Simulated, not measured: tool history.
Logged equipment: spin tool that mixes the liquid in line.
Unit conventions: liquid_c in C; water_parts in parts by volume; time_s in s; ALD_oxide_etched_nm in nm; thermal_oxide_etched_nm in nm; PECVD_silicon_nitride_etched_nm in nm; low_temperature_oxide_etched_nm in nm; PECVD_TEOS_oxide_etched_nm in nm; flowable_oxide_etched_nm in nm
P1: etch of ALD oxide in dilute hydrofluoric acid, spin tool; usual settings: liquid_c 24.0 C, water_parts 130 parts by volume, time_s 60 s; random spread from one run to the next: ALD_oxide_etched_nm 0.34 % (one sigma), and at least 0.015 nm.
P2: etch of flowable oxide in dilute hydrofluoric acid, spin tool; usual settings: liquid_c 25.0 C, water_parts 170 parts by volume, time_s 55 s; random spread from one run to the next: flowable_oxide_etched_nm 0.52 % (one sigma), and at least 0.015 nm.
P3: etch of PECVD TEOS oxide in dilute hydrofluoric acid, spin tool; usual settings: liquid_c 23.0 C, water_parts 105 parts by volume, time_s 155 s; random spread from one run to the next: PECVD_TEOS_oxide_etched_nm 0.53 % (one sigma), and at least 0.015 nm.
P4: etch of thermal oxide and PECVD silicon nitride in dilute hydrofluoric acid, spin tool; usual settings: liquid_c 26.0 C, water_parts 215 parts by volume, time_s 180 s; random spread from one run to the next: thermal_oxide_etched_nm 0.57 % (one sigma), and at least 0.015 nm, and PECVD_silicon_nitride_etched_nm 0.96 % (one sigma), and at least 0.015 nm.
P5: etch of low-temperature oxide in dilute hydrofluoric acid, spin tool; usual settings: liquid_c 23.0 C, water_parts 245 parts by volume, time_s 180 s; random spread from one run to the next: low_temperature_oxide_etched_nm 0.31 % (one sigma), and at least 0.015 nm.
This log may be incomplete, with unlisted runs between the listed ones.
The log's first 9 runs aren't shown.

run	hour	process	liquid_c	water_parts	time_s	hours since the thermometer was replaced	hours since the hydrofluoric acid flow meter was replaced	ALD_oxide_etched_nm	thermal_oxide_etched_nm	PECVD_silicon_nitride_etched_nm	low_temperature_oxide_etched_nm	PECVD_TEOS_oxide_etched_nm	flowable_oxide_etched_nm
10	85.3	P3	23.0	50	155	487.4	256.7					80.111	
11	95.3	P1	24.0	130	60	497.4	266.7	6.2390					
12	104.0	P5	23.0	245	180	506.1	275.4				15.1380		
13	112.4	P4	26.0	215	15	514.5	283.8		0.30253	0.24023			
14	118.9	P2	25.0	170	55	521.0	290.3						17.385
15	125.7	P1	24.0	130	60	527.8	297.1	6.1898					
16	131.6	P1	24.0	130	60	533.7	303.0	6.1755					
17	143.3	P4	33.0	215	180	545.4	314.7		4.65320	4.28260			
18	151.1	P2	25.0	85	55	553.2	322.5						38.517
19	161.0	P3	31.0	105	155	563.1	332.4					48.554	
20	172.4	P3	23.0	105	155	574.5	343.8					35.577	
21	180.6	P2	25.0	170	110	582.7	352.0						34.655
22	190.3	P5	23.0	245	15	592.4	361.7				1.2301		
23	197.8	P1	24.0	55	60	599.9	369.2	15.9850					
24	205.1	P2	17.0	170	55	607.2	376.5						12.783

Predict the results of run 25:
25	212.7	P5	17.0	245	180	614.8	384.1				?		

Run 25 came out at low_temperature_oxide_etched_nm 12.0420 nm.
